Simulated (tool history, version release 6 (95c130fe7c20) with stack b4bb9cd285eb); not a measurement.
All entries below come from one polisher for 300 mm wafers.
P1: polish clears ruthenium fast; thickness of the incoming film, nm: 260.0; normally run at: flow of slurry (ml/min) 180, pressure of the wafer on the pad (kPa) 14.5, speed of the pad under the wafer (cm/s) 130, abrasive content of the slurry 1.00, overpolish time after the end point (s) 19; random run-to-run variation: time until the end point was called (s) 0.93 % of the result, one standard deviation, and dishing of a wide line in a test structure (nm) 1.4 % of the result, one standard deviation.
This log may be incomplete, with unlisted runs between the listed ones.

run   hour  flow of slurry (ml/min)  pressure of the wafer on the pad (kPa)  speed of the pad under the wafer (cm/s)  abrasive content of the slurry  overpolish time after the end point (s)  time until the end point was called (s)  dishing of a wide line in a test structure (nm)
  1    9.0                      180                                    14.5                                      130                            1.00                                       19                                   75.093                                           47.736
  2   23.4                      180                                    14.5                                      130                            1.00                                       19                                   75.603                                           48.159
  3   37.2                      260                                    14.5                                      130                            1.00                                       19                                   71.776                                           49.518
  4   49.0                      180                                    14.5                                      130                            1.00                                        7                                   75.493                                           19.838
  5   63.3                      180                                    14.5                                      130                            1.00                                       19                                   76.217                                           48.717
  6   75.4                      180                                    14.5                                      130                            1.00                                       19                                   74.773                                           48.593
  7   85.4                      180                                    14.5                                      130                            1.00                                       19                                   75.954                                           48.457
  8  100.7                      110                                    14.5                                      130                            1.00                                       19                                   83.362                                           44.195
  9  109.9                      180                                    14.5                                      130                            0.70                                       19                                   90.979                                           41.784
 10  122.5                      180                                    14.5                                      130                            1.00                                       19                                   75.970                                           48.050
     126.5  -- head pressure recalibrated
 11  134.1                      180                                    14.5                                      130                            0.80                                       10                                   84.816                                           24.889
 12  142.3                      180                                    14.5                                      130                            1.00                                       19                                   74.906                                           48.547
 13  157.9                      180                                    14.5                                      130                            1.25                                       30                                   68.603                                           73.614
 14  170.1                      180                                    21.4                                      130                            1.00                                       19                                   51.739                                           65.800
 15  185.9                      180                                    14.5                                      184                            1.00                                       19                                   53.470                                           63.600
 16  195.1                      180                                    14.5                                      130                            1.00                                       33                                   75.385                                           73.053
 17  209.1                      180                                    14.5                                      130                            1.50                                       19                                   63.815                                           55.295
 18  222.6                      180                                    14.5                                       58                            1.00                                       19                                  166.090                                           23.843
 19  236.8                      180                                     9.7                                      130                            1.00                                       19                                  113.950                                           34.436
 20  249.7                      180                                    14.5                                      130                            1.00                                       19                                   75.086                                           48.239
 21  259.3                      180                                    14.5                                      130                            1.00                                       19                                   77.418                                           48.598
 22  267.2                      180                                    14.5                                      130                            1.00                                       19                                   78.162                                           46.975
 23  280.0                      180                                    14.5                                      130                            1.00                                       19                                   79.875                                           46.554
     295.1  -- head pressure recalibrated
 24  295.2                      180                                    14.5                                      130                            1.00                                       19                                   81.294                                           45.362
     298.0  -- slurry blender recalibrated
 25  302.9                      180                                    14.5                                      130                            1.00                                       19                                   81.356                                           44.906
 26  315.4                      180                                    14.5                                      130                            1.00                                       19                                   82.500                                           45.833
 27  329.7                      180                                    14.5                                      130                            1.00                                       19                                   82.427                                           45.607
 28  337.4                      180                                    14.5                                      130                            1.00                                       19                                   82.664                                           45.319
 29  348.7                      180                                    14.5                                      130                            1.00                                       19                                   83.138                                           45.161
 30  357.0                      180                                    14.5                                      130                            1.00                                       19                                   83.818                                           45.595
 31  370.0                      180                                    14.5                                      130                            1.00                                       19                                   82.435                                           43.980

What P1 gives has crept away from where it was. These 2 causes fit the log equally well, each at the size given:
A: slurry flow missing at the pad, % = 38.7
B: removal rate lost through wear of the pad, % = 8.6
The drift started at roughly hour 249.7.
What rules out each remaining cause:
head's pressure below its setpoint, %: serviced at hour 295.1, which brought nothing back
abrasive missing from the slurry, %: serviced at hour 298.0, which brought nothing back

Consider the 4 check runs below, whose results appear as question marks and each of which averages 2 wafers. Which one distinguishes the causes, in that each cause would give it a clearly different result?
check 1  383.0                      180                                    14.5                                      130                            1.45                                       19                                        ?                                                ?
check 2  383.0                      110                                    14.5                                      164                            1.00                                       19                                        ?                                                ?
check 3  383.0                      180                                    14.5                                      182                            1.00                                       19                                        ?                                                ?
check 4  383.0                      180                                    14.5                                       94                            1.00                                       19                                        ?                                                ?

How each check would come out, cause by cause:
  check                                           result     if A     if B
check 1          time until the end point was called (s)   71.268   71.260
check 1  dishing of a wide line in a test structure (nm)   51.113   51.117
check 2          time until the end point was called (s)   75.664   72.010
check 2  dishing of a wide line in a test structure (nm)   48.673   50.684
check 3          time until the end point was called (s)   59.266   59.260
check 3  dishing of a wide line in a test structure (nm)   59.184   59.188
check 4          time until the end point was called (s)  114.750  114.740
check 4  dishing of a wide line in a test structure (nm)   34.122   34.125
Distance between the nearest two causes, measured in the result of the check that separates them most: check 1 0.01 %; check 2 4.95 %; check 3 0.01 %; check 4 0.01 %
Of the check runs offered, only check 2 discriminates between the causes; the rest would read about the same regardless of which cause applies.

Here is what check 2 returned: time until the end point was called (s) 74.860; dishing of a wide line in a test structure (nm) 48.651. Which cause is it?

It is A: slurry flow missing at the pad, %.
